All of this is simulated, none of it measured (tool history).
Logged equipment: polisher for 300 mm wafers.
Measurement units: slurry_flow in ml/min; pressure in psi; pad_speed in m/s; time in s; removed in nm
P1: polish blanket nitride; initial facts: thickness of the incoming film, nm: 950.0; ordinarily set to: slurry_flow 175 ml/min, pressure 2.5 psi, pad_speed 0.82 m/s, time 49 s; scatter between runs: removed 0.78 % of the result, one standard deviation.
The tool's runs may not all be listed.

run     day  slurry_flow  pressure  pad_speed  time  wafers polished on this pad  hours since the slurry nozzle was cleaned  hours since the head pressure was calibrated  removed
  1   0.683          175       2.5       0.82    49                          303                                      451.8                                          79.2   42.319
  2   1.246          175       2.5       0.82    49                          403                                      465.3                                          92.7   42.287
  3   1.971          105       2.5       0.82    49                          532                                      482.7                                         110.1   37.523
  4   2.304          175       2.5       0.82    49                          592                                      490.7                                         118.1   41.450
  5   3.025          175       2.5       0.44    49                          720                                      508.0                                         135.4   25.158
  6   3.467          175       2.5       1.12    49                          798                                      518.6                                         146.0   54.151
  7   3.812          175       2.5       0.82    77                          860                                      526.9                                         154.3   65.124
  8   4.154          175       2.5       0.82    49                          920                                      535.1                                         162.5   41.934
  9   4.750          175       2.5       0.82    31                         1026                                      549.4                                         176.8   26.482
 10   5.304          175       2.5       0.82    49                         1125                                      562.7                                         190.1   41.934
      5.617  -- slurry nozzle cleaned
 11   5.775          175       1.4       0.82    49                         1209                                        3.9                                         201.4   23.704
 12   6.167          175       3.7       0.82    49                         1278                                       13.3                                         210.8   63.069
 13   6.604          175       1.9       0.82    66                         1356                                       23.8                                         221.3   42.800
 14   6.988          175       2.5       0.82    49                         1424                                       33.0                                         230.5   42.309
 15   7.704          255       2.5       0.82    49                         1552                                       50.2                                         247.7   44.404
 16   8.188          175       2.5       0.82    49                         1637                                       61.8                                         259.3   41.848
 17   8.729          175       2.5       0.82    49                         1734                                       74.8                                         272.3   41.639
 18   9.046          175       2.5       0.82    49                         1790                                       82.4                                         279.9   41.321
 19   9.596          175       2.5       0.82    49                         1888                                       95.6                                         293.1   39.959
 20  10.146          175       2.5       0.82    49                         1986                                      108.8                                         306.3   39.803
 21  10.538          175       2.5       0.82    49                         2055                                      118.2                                         315.7   39.272
 22  11.225          175       2.5       0.82    49                         2177                                      134.7                                         332.2   38.841
 23  11.712          175       2.5       0.82    49                         2264                                      146.4                                         343.9   38.685
     12.000  -- head pressure recalibrated
 24  12.350          175       2.5       0.82    49                         2377                                      161.7                                           8.5   38.381
 25  13.008          175       2.5       0.82    49                         2494                                      177.5                                          24.3   37.958
 26  13.583          175       2.5       0.82    49                         2597                                      191.3                                          38.1   38.125
 27  14.108          175       2.5       0.82    49                         2690                                      203.9                                          50.7   38.741

P1 has crept away from where it was. The log is fitted equally well by each of these 2 causes, at the sizes shown:
A: removal rate lost through wear of the pad, % = 8.33
B: slurry flow missing at the pad, % = 37.3
The drift started at roughly day 8.729.
Every other cause this tool's parts could produce, and why it does not fit the log:
head's pressure below its setpoint, %: serviced at day 12.000, after the drift had started, without restoring the earlier output

The list below offers 4 check runs, each averaging the results of 2 wafers, and shows each result as a question mark. For which of them would the listed causes give clearly different results?
check 1  14.633          175       1.7       0.82    49                                                                                                                              ?
check 2  14.633          210       1.8       0.82    49                                                                                                                              ?
check 3  14.633          175       2.5       0.46    49                                                                                                                              ?
check 4  14.633          105       2.5       1.10    49                                                                                                                              ?

How each check would come out, cause by cause:
  check   result    if A    if B
check 1  removed  26.115  26.115
check 2  removed  28.350  28.735
check 3  removed  24.184  24.185
check 4  removed  44.078  41.940
Distance between the nearest two causes, measured in the result of the check that separates them most: check 1 0 %; check 2 1.35 %; check 3 0 %; check 4 4.97 %
Check 4 distinguishes between the causes, while the remaining checks would return nearly the same result for all of them.

With check 4 done, the readings were: removed 44.075 nm. Identify which of the listed causes applies.

A is the cause: removal rate lost through wear of the pad, %.
